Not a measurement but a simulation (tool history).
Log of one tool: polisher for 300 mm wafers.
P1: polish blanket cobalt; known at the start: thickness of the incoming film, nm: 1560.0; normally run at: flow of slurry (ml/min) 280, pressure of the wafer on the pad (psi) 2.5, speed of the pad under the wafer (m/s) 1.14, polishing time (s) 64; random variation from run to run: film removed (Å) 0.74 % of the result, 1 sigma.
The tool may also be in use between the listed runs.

| run | hour | flow of slurry (ml/min) | pressure of the wafer on the pad (psi) | speed of the pad under the wafer (m/s) | polishing time (s) | wafers polished on this pad | hours since the slurry nozzle was cleaned | hours since the head pressure was calibrated | film removed (Å) |
|---|---|---|---|---|---|---|---|---|---|
| 1 | 12.4 | 280 | 2.5 | 1.14 | 64 | 524 | 154.7 | 525.2 | 5005.1 |
| 2 | 21 | 280 | 2.5 | 1.14 | 64 | 623 | 163.3 | 533.8 | 5009.7 |
| 3 | 28.9 | 280 | 2.5 | 1.14 | 64 | 715 | 171.2 | 541.7 | 5049.7 |
| 4 | 36.9 | 280 | 2.5 | 0.52 | 64 | 807 | 179.2 | 549.7 | 2307.6 |
| 5 | 49.9 | 280 | 2.5 | 1.14 | 90 | 957 | 192.2 | 562.7 | 7123.7 |
| 6 | 56.2 | 280 | 3.8 | 1.14 | 64 | 1030 | 198.5 | 569 | 7630.8 |
| 7 | 64.7 | 280 | 2.5 | 1.14 | 64 | 1128 | 207 | 577.5 | 4993.7 |
| 8 | 70.8 | 280 | 2.5 | 1.76 | 64 | 1198 | 213.1 | 583.6 | 7707.3 |
| 9 | 76.6 | 280 | 1.3 | 1.14 | 64 | 1265 | 218.9 | 589.4 | 2577.3 |
| 10 | 82.6 | 280 | 2.5 | 1.14 | 64 | 1334 | 224.9 | 595.4 | 5023.8 |
| 11 | 92.2 | 170 | 2.5 | 1.14 | 64 | 1445 | 234.5 | 605 | 4735.6 |
| 12 | 103.5 | 280 | 2.5 | 1.14 | 35 | 1576 | 245.8 | 616.3 | 2708.5 |
| 13 | 116.2 | 280 | 2.5 | 1.14 | 64 | 1722 | 258.5 | 629 | 4935.8 |
| 14 | 128.7 | 280 | 2.5 | 1.14 | 64 | 1867 | 271 | 641.5 | 5015.6 |
| 15 | 137.1 | 185 | 1.6 | 1.14 | 64 | 1964 | 279.4 | 649.9 | 3055.3 |
| 16 | 148.1 | 430 | 2.5 | 1.14 | 64 | 2091 | 290.4 | 660.9 | 5196.7 |
| 17 | 157.4 | 280 | 2.5 | 1.14 | 64 | 2198 | 299.7 | 670.2 | 4994.1 |
| 18 | 170.5 | 280 | 2.5 | 1.14 | 64 | 2349 | 312.8 | 683.3 | 4881.2 |
| 19 | 178.2 | 280 | 2.5 | 1.14 | 64 | 2438 | 320.5 | 691 | 4836.5 |
| 20 | 190.7 | 280 | 2.5 | 1.14 | 64 | 2582 | 333 | 703.5 | 4832.5 |
| 21 | 196.8 | 280 | 2.5 | 1.14 | 64 | 2653 | 339.1 | 709.6 | 4867 |
| 22 | 204.8 | 280 | 2.5 | 1.14 | 64 | 2745 | 347.1 | 717.6 | 4818.4 |
| 23 | 217.2 | 280 | 2.5 | 1.14 | 64 | 2888 | 359.5 | 730 | 4777 |
|  | 222.4 | worn pad replaced by a new one |
| 24 | 228.4 | 280 | 2.5 | 1.14 | 64 | 70 | 370.7 | 741.2 | 4727.4 |
| 25 | 235.9 | 280 | 2.5 | 1.14 | 64 | 156 | 378.2 | 748.7 | 4759.8 |
| 26 | 245.8 | 280 | 2.5 | 1.14 | 64 | 270 | 388.1 | 758.6 | 4673.5 |
| 27 | 252.9 | 280 | 2.5 | 1.14 | 64 | 352 | 395.2 | 765.7 | 4721.5 |
| 28 | 261.3 | 280 | 2.5 | 1.14 | 64 | 449 | 403.6 | 774.1 | 4758 |

What P1 gives has crept away from where it was. These 2 causes fit the log equally well, each at the size given:
A: slurry flow missing at the pad, % = 36.9
B: head's pressure below its setpoint, % = 5.35
The creep began at about hour 157.4.
Why every other cause is out:
removal rate lost through wear of the pad, %: serviced at hour 222.4, which brought nothing back

4 check runs are offered, each on 5 wafers whose results are averaged, their results left as question marks. Which one tells the causes apart?
| check 1 | 269.7 | 280 | 2.5 | 0.9 | 36 |  |  |  | ? |
| check 2 | 269.7 | 280 | 3 | 1.14 | 64 |  |  |  | ? |
| check 3 | 269.7 | 185 | 2.5 | 1.14 | 64 |  |  |  | ? |
| check 4 | 269.7 | 280 | 3.2 | 1.74 | 64 |  |  |  | ? |

What each check would give under each cause:
| check | result | if A | if B |
|---|---|---|---|
| check 1 | film removed (Å) | 2102.8 | 2103.1 |
| check 2 | film removed (Å) | 5682.2 | 5683 |
| check 3 | film removed (Å) | 4395.2 | 4511.7 |
| check 4 | film removed (Å) | 9251 | 9252.3 |
How far apart the two closest causes lie, in the result that separates them most: check 1 0.01 %; check 2 0.01 %; check 3 2.62 %; check 4 0.01 %
Check 3 tells the causes apart: in the others they would give nearly the same result.

Check 3 was then run and gave: film removed (Å) 4512.6. Which cause is it?

It is B: head's pressure below its setpoint, %.
